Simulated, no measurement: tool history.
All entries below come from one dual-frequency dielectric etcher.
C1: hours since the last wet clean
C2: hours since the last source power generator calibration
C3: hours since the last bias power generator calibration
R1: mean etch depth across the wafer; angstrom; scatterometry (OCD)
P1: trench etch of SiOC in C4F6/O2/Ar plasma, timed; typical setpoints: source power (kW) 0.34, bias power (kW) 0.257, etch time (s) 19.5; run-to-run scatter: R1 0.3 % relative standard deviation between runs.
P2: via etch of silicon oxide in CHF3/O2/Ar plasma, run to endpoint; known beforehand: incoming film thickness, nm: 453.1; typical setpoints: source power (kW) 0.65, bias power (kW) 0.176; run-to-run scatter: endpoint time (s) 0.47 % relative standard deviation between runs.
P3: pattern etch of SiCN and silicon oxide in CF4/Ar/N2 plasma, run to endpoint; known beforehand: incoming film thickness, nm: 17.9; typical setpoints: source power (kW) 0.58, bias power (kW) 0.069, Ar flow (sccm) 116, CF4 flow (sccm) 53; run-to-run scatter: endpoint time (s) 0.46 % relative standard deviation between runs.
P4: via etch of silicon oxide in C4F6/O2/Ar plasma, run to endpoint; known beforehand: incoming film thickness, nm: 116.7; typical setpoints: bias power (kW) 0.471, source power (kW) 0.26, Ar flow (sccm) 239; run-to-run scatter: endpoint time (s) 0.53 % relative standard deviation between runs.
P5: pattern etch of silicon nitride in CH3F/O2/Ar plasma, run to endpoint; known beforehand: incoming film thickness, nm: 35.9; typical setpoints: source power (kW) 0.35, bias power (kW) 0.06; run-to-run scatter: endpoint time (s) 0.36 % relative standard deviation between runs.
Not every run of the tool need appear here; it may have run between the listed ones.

{"run": 1, "hour": 8.5, "process that ran": "P1", "source power (kW)": 0.34, "bias power (kW)": 0.257, "etch time (s)": 19.5, "C1": 455.6, "C2": 819.1, "C3": 2510.4, "R1": 423.04}
{"run": 2, "hour": 18.1, "process that ran": "P4", "source power (kW)": 0.35, "bias power (kW)": 0.471, "Ar flow (sccm)": 239, "C1": 465.2, "C2": 828.7, "C3": 2520, "endpoint time (s)": 26.623}
{"run": 3, "hour": 28.4, "process that ran": "P4", "source power (kW)": 0.26, "bias power (kW)": 0.471, "Ar flow (sccm)": 239, "C1": 475.5, "C2": 839, "C3": 2530.3, "endpoint time (s)": 29.711}
{"run": 4, "hour": 37.2, "process that ran": "P3", "source power (kW)": 0.81, "bias power (kW)": 0.069, "Ar flow (sccm)": 116, "CF4 flow (sccm)": 53, "C1": 484.3, "C2": 847.8, "C3": 2539.1, "endpoint time (s)": 13.289}
{"run": 5, "hour": 46.1, "process that ran": "P1", "source power (kW)": 0.34, "bias power (kW)": 0.184, "etch time (s)": 19.5, "C1": 493.2, "C2": 856.7, "C3": 2548, "R1": 377.14}
{"run": 6, "hour": 54.1, "process that ran": "P1", "source power (kW)": 0.34, "bias power (kW)": 0.257, "etch time (s)": 19.5, "C1": 501.2, "C2": 864.7, "C3": 2556, "R1": 425.26}
{"run": 7, "hour": 59.0, "process that ran": "P5", "source power (kW)": 0.45, "bias power (kW)": 0.06, "C1": 506.1, "C2": 869.6, "C3": 2560.9, "endpoint time (s)": 53.221}
{"run": 8, "hour": 68.0, "process that ran": "P3", "source power (kW)": 0.58, "bias power (kW)": 0.097, "Ar flow (sccm)": 116, "CF4 flow (sccm)": 53, "C1": 515.1, "C2": 878.6, "C3": 2569.9, "endpoint time (s)": 15.866}
{"run": 9, "hour": 73.3, "process that ran": "P5", "source power (kW)": 0.35, "bias power (kW)": 0.06, "C1": 520.4, "C2": 883.9, "C3": 2575.2, "endpoint time (s)": 58.365}
{"run": 10, "hour": 81.8, "process that ran": "P1", "source power (kW)": 0.41, "bias power (kW)": 0.257, "etch time (s)": 19.5, "C1": 528.9, "C2": 892.4, "C3": 2583.7, "R1": 454.7}
{"run": 11, "hour": 86.6, "process that ran": "P3", "source power (kW)": 0.58, "bias power (kW)": 0.069, "Ar flow (sccm)": 116, "CF4 flow (sccm)": 68, "C1": 533.7, "C2": 897.2, "C3": 2588.5, "endpoint time (s)": 17.13}
{"hour": 90.3, "done": "bias power generator calibrated"}
{"run": 12, "hour": 95.9, "process that ran": "P1", "source power (kW)": 0.34, "bias power (kW)": 0.257, "etch time (s)": 19.5, "C1": 543, "C2": 906.5, "C3": 5.6, "R1": 424.38}
{"run": 13, "hour": 101.3, "process that ran": "P1", "source power (kW)": 0.34, "bias power (kW)": 0.257, "etch time (s)": 19.5, "C1": 548.4, "C2": 911.9, "C3": 11, "R1": 421.64}
{"run": 14, "hour": 111.5, "process that ran": "P3", "source power (kW)": 0.58, "bias power (kW)": 0.069, "Ar flow (sccm)": 116, "CF4 flow (sccm)": 53, "C1": 558.6, "C2": 922.1, "C3": 21.2, "endpoint time (s)": 17.873}
{"run": 15, "hour": 122.3, "process that ran": "P1", "source power (kW)": 0.34, "bias power (kW)": 0.257, "etch time (s)": 13.5, "C1": 569.4, "C2": 932.9, "C3": 32, "R1": 291.02}
{"run": 16, "hour": 131.0, "process that ran": "P3", "source power (kW)": 0.58, "bias power (kW)": 0.069, "Ar flow (sccm)": 116, "CF4 flow (sccm)": 53, "C1": 578.1, "C2": 941.6, "C3": 40.7, "endpoint time (s)": 17.857}
{"run": 17, "hour": 140.2, "process that ran": "P1", "source power (kW)": 0.28, "bias power (kW)": 0.257, "etch time (s)": 19.5, "C1": 587.3, "C2": 950.8, "C3": 49.9, "R1": 394.34}
{"run": 18, "hour": 150.1, "process that ran": "P1", "source power (kW)": 0.23, "bias power (kW)": 0.257, "etch time (s)": 15.5, "C1": 597.2, "C2": 960.7, "C3": 59.8, "R1": 289.56}
{"run": 19, "hour": 158.7, "process that ran": "P1", "source power (kW)": 0.34, "bias power (kW)": 0.257, "etch time (s)": 26, "C1": 605.8, "C2": 969.3, "C3": 68.4, "R1": 564.18}
{"run": 20, "hour": 169.7, "process that ran": "P1", "source power (kW)": 0.34, "bias power (kW)": 0.257, "etch time (s)": 19.5, "C1": 616.8, "C2": 980.3, "C3": 79.4, "R1": 422.42}
{"run": 21, "hour": 175.2, "process that ran": "P5", "source power (kW)": 0.35, "bias power (kW)": 0.046, "C1": 622.3, "C2": 985.8, "C3": 84.9, "endpoint time (s)": 63.243}
{"run": 22, "hour": 180.6, "process that ran": "P2", "source power (kW)": 0.65, "bias power (kW)": 0.176, "C1": 627.7, "C2": 991.2, "C3": 90.3, "endpoint time (s)": 223.46}
{"run": 23, "hour": 189.3, "process that ran": "P3", "source power (kW)": 0.58, "bias power (kW)": 0.069, "Ar flow (sccm)": 93, "CF4 flow (sccm)": 53, "C1": 636.4, "C2": 999.9, "C3": 99, "endpoint time (s)": 17.244}
{"hour": 193.9, "done": "source power generator calibrated"}
{"run": 24, "hour": 198.2, "process that ran": "P1", "source power (kW)": 0.34, "bias power (kW)": 0.363, "etch time (s)": 19.5, "C1": 645.3, "C2": 4.4, "C3": 107.9, "R1": 477.69}
{"run": 25, "hour": 206.0, "process that ran": "P4", "source power (kW)": 0.26, "bias power (kW)": 0.471, "Ar flow (sccm)": 186, "C1": 653.1, "C2": 12.2, "C3": 115.7, "endpoint time (s)": 29.132}
{"run": 26, "hour": 212.9, "process that ran": "P2", "source power (kW)": 0.65, "bias power (kW)": 0.117, "C1": 660, "C2": 19.1, "C3": 122.6, "endpoint time (s)": 254.47}
{"run": 27, "hour": 219.0, "process that ran": "P4", "source power (kW)": 0.26, "bias power (kW)": 0.382, "Ar flow (sccm)": 239, "C1": 666.1, "C2": 25.2, "C3": 128.7, "endpoint time (s)": 32.341}
{"run": 28, "hour": 224.2, "process that ran": "P4", "source power (kW)": 0.26, "bias power (kW)": 0.471, "Ar flow (sccm)": 239, "C1": 671.3, "C2": 30.4, "C3": 133.9, "endpoint time (s)": 29.685}
{"run": 29, "hour": 233.6, "process that ran": "P2", "source power (kW)": 0.91, "bias power (kW)": 0.176, "C1": 680.7, "C2": 39.8, "C3": 143.3, "endpoint time (s)": 197.42}
{"run": 30, "hour": 242.1, "process that ran": "P5", "source power (kW)": 0.35, "bias power (kW)": 0.06, "C1": 689.2, "C2": 48.3, "C3": 151.8, "endpoint time (s)": 58.72}
{"run": 31, "hour": 247.0, "process that ran": "P1", "source power (kW)": 0.34, "bias power (kW)": 0.257, "etch time (s)": 19.5, "C1": 694.1, "C2": 53.2, "C3": 156.7, "R1": 424.36}
{"run": 32, "hour": 253.0, "process that ran": "P1", "source power (kW)": 0.34, "bias power (kW)": 0.257, "etch time (s)": 19.5, "C1": 700.1, "C2": 59.2, "C3": 162.7, "R1": 421.8}
{"run": 33, "hour": 261.8, "process that ran": "P1", "source power (kW)": 0.34, "bias power (kW)": 0.257, "etch time (s)": 19.5, "C1": 708.9, "C2": 68, "C3": 171.5, "R1": 419.75}
{"run": 34, "hour": 269.3, "process that ran": "P1", "source power (kW)": 0.34, "bias power (kW)": 0.257, "etch time (s)": 19.5, "C1": 716.4, "C2": 75.5, "C3": 179, "R1": 419.55}
{"run": 35, "hour": 274.6, "process that ran": "P1", "source power (kW)": 0.34, "bias power (kW)": 0.257, "etch time (s)": 19.5, "C1": 721.7, "C2": 80.8, "C3": 184.3, "R1": 419.04}
{"run": 36, "hour": 284.5, "process that ran": "P1", "source power (kW)": 0.34, "bias power (kW)": 0.257, "etch time (s)": 19.5, "C1": 731.6, "C2": 90.7, "C3": 194.2, "R1": 414.75}
{"run": 37, "hour": 289.6, "process that ran": "P1", "source power (kW)": 0.34, "bias power (kW)": 0.257, "etch time (s)": 19.5, "C1": 736.7, "C2": 95.8, "C3": 199.3, "R1": 416.5}
{"hour": 289.9, "done": "wet clean of the chamber"}
{"run": 38, "hour": 296.7, "process that ran": "P1", "source power (kW)": 0.34, "bias power (kW)": 0.257, "etch time (s)": 19.5, "C1": 6.9, "C2": 102.9, "C3": 206.4, "R1": 417.03}
{"run": 39, "hour": 304.2, "process that ran": "P1", "source power (kW)": 0.34, "bias power (kW)": 0.257, "etch time (s)": 19.5, "C1": 14.4, "C2": 110.4, "C3": 213.9, "R1": 418.49}
{"run": 40, "hour": 312.5, "process that ran": "P1", "source power (kW)": 0.34, "bias power (kW)": 0.257, "etch time (s)": 19.5, "C1": 22.7, "C2": 118.7, "C3": 222.2, "R1": 416.97}
{"run": 41, "hour": 320.0, "process that ran": "P1", "source power (kW)": 0.34, "bias power (kW)": 0.257, "etch time (s)": 19.5, "C1": 30.2, "C2": 126.2, "C3": 229.7, "R1": 415.37}
{"run": 42, "hour": 328.4, "process that ran": "P1", "source power (kW)": 0.34, "bias power (kW)": 0.257, "etch time (s)": 19.5, "C1": 38.6, "C2": 134.6, "C3": 238.1, "R1": 415.15}

The output of P1 has drifted from where it used to be. Each of the 2 causes below, taken at the size shown beside it, accounts for the log equally well:
A: source power that arrives under what is set, % = 4.19
B: bias power that arrives under what is set, % = 4.64
The process output started creeping at around hour 247.
Why every other cause is out:
chamber walls in a state that lowers the etch rate, %: was serviced at hour 289.9, once the creep was under way, yet the earlier output never came back

4 check runs are offered, each on 3 wafers whose results are averaged, their results left as question marks. Which one tells the causes apart?
{"run": "check 1", "hour": 336.8, "process that ran": "P3", "source power (kW)": 0.58, "bias power (kW)": 0.069, "Ar flow (sccm)": 116, "CF4 flow (sccm)": 53, "endpoint time (s)": "?"}
{"run": "check 2", "hour": 336.8, "process that ran": "P5", "source power (kW)": 0.35, "bias power (kW)": 0.06, "endpoint time (s)": "?"}
{"run": "check 3", "hour": 336.8, "process that ran": "P4", "source power (kW)": 0.26, "bias power (kW)": 0.471, "Ar flow (sccm)": 239, "endpoint time (s)": "?"}
{"run": "check 4", "hour": 336.8, "process that ran": "P2", "source power (kW)": 0.65, "bias power (kW)": 0.176, "endpoint time (s)": "?"}

What each check would give under each cause:
check=check_1 result=endpoint_time_(s) if_A=18.576 if_B=18.191
check=check_2 result=endpoint_time_(s) if_A=59.575 if_B=59.533
check=check_3 result=endpoint_time_(s) if_A=30.386 if_B=30.454
check=check_4 result=endpoint_time_(s) if_A=227.7 if_B=227.55
Separation of the two closest causes in each check, using whichever result separates them best: check 1 2.09 %; check 2 0.07 %; check 3 0.22 %; check 4 0.07 %
The causes can be told apart only by check 1. The other checks would give nearly the same results under each of them.

Check 1 was carried out, with these results: endpoint time (s) 18.648. Which of the listed causes is responsible?

The correct cause is A, namely: source power that arrives under what is set, %.

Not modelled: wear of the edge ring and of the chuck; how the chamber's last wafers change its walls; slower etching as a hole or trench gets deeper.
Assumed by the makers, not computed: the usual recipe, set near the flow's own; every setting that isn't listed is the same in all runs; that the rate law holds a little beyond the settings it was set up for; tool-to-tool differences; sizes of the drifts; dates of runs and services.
